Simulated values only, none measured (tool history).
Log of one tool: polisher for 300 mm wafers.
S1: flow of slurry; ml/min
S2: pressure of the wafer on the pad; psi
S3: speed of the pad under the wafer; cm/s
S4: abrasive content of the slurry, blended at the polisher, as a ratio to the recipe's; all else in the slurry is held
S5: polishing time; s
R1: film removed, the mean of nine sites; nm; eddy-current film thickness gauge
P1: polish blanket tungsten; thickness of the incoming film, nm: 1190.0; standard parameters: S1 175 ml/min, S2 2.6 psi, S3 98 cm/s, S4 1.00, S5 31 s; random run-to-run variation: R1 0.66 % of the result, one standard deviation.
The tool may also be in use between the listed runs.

run	hour	S1	S2	S3	S4	S5	R1
1	3.7	175	2.6	98	1.00	31	83.128
2	7.8	175	2.6	98	1.00	31	82.775
3	15.8	175	2.6	98	0.75	22	55.158
4	19.4	175	2.6	98	1.40	31	88.738
# hour 22.3: worn pad replaced by a new one
5	24.0	175	2.6	98	1.00	21	56.105
6	28.7	175	2.6	98	1.00	31	82.745
7	34.3	175	2.6	98	1.00	31	82.627
# hour 36.2: slurry blender recalibrated
8	37.9	175	3.7	98	1.00	31	118.310
9	45.2	175	2.6	144	1.00	31	121.250
10	53.1	175	2.6	44	1.00	31	37.658
11	60.3	175	2.6	98	0.55	31	72.362
12	67.2	175	2.6	98	1.00	31	82.833
13	71.1	175	1.2	98	1.00	31	37.679
14	75.3	175	2.6	98	1.00	31	82.253
15	81.0	105	2.6	98	1.00	31	75.181
16	84.6	175	2.6	98	1.00	47	123.640
17	88.6	220	1.9	98	1.00	31	62.555
18	93.1	175	2.6	150	1.20	31	133.500
19	97.1	275	2.6	98	1.00	31	86.504
20	101.4	175	2.6	98	1.00	31	82.637
21	106.0	175	2.6	98	1.00	31	80.684

Run 22 has not been measured yet. What should we expect?
22	111.1	175	2.6	98	1.00	31	?

{"run 22": {"R1": 79.049}}
